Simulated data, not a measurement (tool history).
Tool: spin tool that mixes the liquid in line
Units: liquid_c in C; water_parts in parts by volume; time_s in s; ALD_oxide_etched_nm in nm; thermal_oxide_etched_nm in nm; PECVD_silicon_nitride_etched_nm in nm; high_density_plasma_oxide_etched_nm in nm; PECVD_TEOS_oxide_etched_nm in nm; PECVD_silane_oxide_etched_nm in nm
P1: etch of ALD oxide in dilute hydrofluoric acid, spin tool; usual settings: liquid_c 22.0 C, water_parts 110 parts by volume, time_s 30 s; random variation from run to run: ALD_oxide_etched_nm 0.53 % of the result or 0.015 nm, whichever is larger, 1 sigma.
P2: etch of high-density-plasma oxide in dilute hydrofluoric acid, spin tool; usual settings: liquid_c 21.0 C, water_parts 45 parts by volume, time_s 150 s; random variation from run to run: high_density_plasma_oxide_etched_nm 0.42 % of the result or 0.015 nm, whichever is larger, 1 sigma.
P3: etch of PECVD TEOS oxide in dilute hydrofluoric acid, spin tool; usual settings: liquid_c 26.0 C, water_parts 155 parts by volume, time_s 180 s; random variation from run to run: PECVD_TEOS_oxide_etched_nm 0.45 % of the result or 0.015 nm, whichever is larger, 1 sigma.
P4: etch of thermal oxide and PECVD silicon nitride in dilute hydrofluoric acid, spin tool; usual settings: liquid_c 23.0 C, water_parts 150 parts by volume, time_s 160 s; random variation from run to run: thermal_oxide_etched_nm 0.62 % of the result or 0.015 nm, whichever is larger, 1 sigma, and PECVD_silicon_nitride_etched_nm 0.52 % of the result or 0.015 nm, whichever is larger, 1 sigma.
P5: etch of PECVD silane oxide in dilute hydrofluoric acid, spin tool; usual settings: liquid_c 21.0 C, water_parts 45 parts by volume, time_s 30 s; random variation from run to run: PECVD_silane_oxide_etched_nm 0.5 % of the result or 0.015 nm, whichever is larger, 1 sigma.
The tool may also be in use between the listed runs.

run,day,process,liquid_c,water_parts,time_s,hours since the thermometer was replaced,hours since the hydrofluoric acid flow meter was replaced,ALD_oxide_etched_nm,thermal_oxide_etched_nm,PECVD_silicon_nitride_etched_nm,high_density_plasma_oxide_etched_nm,PECVD_TEOS_oxide_etched_nm,PECVD_silane_oxide_etched_nm
1,0.279,P1,22.0,110,30,806.8,227.0,7.9355,,,,,
2,0.525,P1,17.5,110,30,812.7,232.9,6.5917,,,,,
3,0.688,P1,22.0,110,45,816.6,236.8,11.8540,,,,,
4,0.846,P4,23.0,150,160,820.4,240.6,,4.6301,5.4767,,,
5,1.004,P2,21.0,45,150,824.2,244.4,,,,25.682,,
6,1.188,P3,20.5,155,180,828.6,248.8,,,,,22.060,
7,1.392,P1,22.0,110,30,833.5,253.7,8.0052,,,,,
8,1.567,P1,22.0,195,30,837.7,257.9,4.0002,,,,,
9,1.783,P3,26.0,155,180,842.9,263.1,,,,,27.239,
10,2.096,P3,26.0,155,290,850.4,270.6,,,,,43.544,
11,2.362,P5,21.0,45,30,856.8,277.0,,,,,,9.1855
12,2.538,P1,25.0,110,60,861.0,281.2,17.7920,,,,,
13,2.779,P2,21.0,45,150,866.8,287.0,,,,25.731,,
14,3.108,P2,21.0,45,225,874.7,294.9,,,,38.659,,
15,3.258,P5,26.5,45,30,878.3,298.5,,,,,,11.6300
16,3.408,P1,22.0,110,30,881.9,302.1,7.9281,,,,,
17,3.658,P1,22.0,110,15,887.9,308.1,3.9237,,,,,
18,3.892,P1,22.0,110,30,893.5,313.7,7.8017,,,,,
19,4.058,P5,21.0,45,60,897.5,317.7,,,,,,18.4180
20,4.300,P4,17.0,150,160,903.3,323.5,,3.6904,3.6710,,,
21,4.558,P2,21.0,65,150,909.5,329.7,,,,17.463,,
22,4.800,P4,23.0,150,160,915.3,335.5,,4.6989,5.4224,,,
23,5.104,P1,22.0,60,30,922.6,342.8,15.2640,,,,,
24,5.325,P2,17.0,45,150,927.9,348.1,,,,21.577,,
25,5.650,P5,21.0,75,30,935.7,355.9,,,,,,5.3883
26,5.975,P1,22.0,110,30,943.5,363.7,7.9076,,,,,
27,6.283,P4,23.0,150,250,950.9,371.1,,7.2196,8.5580,,,
28,6.604,P1,22.0,110,30,958.6,378.8,7.9383,,,,,
29,6.846,P3,26.0,245,180,964.4,384.6,,,,,15.518,
30,7.167,P1,26.5,110,30,972.1,392.3,9.4474,,,,,
31,7.454,P4,23.0,90,160,979.0,399.2,,8.2511,9.0821,,,
32,7.604,P1,22.0,110,30,982.6,402.8,7.9158,,,,,
33,7.758,P1,22.0,110,30,986.3,406.5,7.6660,,,,,
34,8.088,P1,22.0,110,30,994.2,414.4,7.4153,,,,,
35,8.300,P1,22.0,110,30,999.3,419.5,7.2601,,,,,
36,8.571,P1,22.0,110,30,1005.8,426.0,7.2675,,,,,
37,8.750,P1,22.0,110,30,1010.1,430.3,7.2434,,,,,
38,8.896,P1,22.0,110,30,1013.6,433.8,7.2525,,,,,

What P1 gives has crept away from where it was. These 2 causes fit the log equally well, each at the size given:
A: hydrofluoric acid flow below the setpoint (%) = 6.98
B: liquid colder than its thermometer reads (K) = 2.03
The creep began at about day 7.604.

4 check runs are offered, one wafer each, their results left as question marks. Which one tells the causes apart?
check 1,9.042,P2,21.0,45,150,,,,,,?,,
check 2,9.042,P3,26.0,155,180,,,,,,,?,
check 3,9.042,P4,23.0,150,160,,,,?,?,,,
check 4,9.042,P5,21.0,45,30,,,,,,,,?

What each check would give under each cause:
check,result,if A,if B
check 1,high_density_plasma_oxide_etched_nm,23.850,23.614
check 2,PECVD_TEOS_oxide_etched_nm,24.870,25.108
check 3,thermal_oxide_etched_nm,4.2679,4.2922
check 3,PECVD_silicon_nitride_etched_nm,5.0799,4.7747
check 4,PECVD_silane_oxide_etched_nm,8.5331,8.4487
How far apart the two closest causes lie, in the result that separates them most: check 1 0.99 %; check 2 0.95 %; check 3 6.2 %; check 4 0.99 %
Only check 3 tells the causes apart: in the others they would give nearly the same result.

Check 3 was then run and gave: thermal_oxide_etched_nm 4.2945 nm; PECVD_silicon_nitride_etched_nm 5.0874 nm. Which cause is it?

It is A: hydrofluoric acid flow below the setpoint (%).

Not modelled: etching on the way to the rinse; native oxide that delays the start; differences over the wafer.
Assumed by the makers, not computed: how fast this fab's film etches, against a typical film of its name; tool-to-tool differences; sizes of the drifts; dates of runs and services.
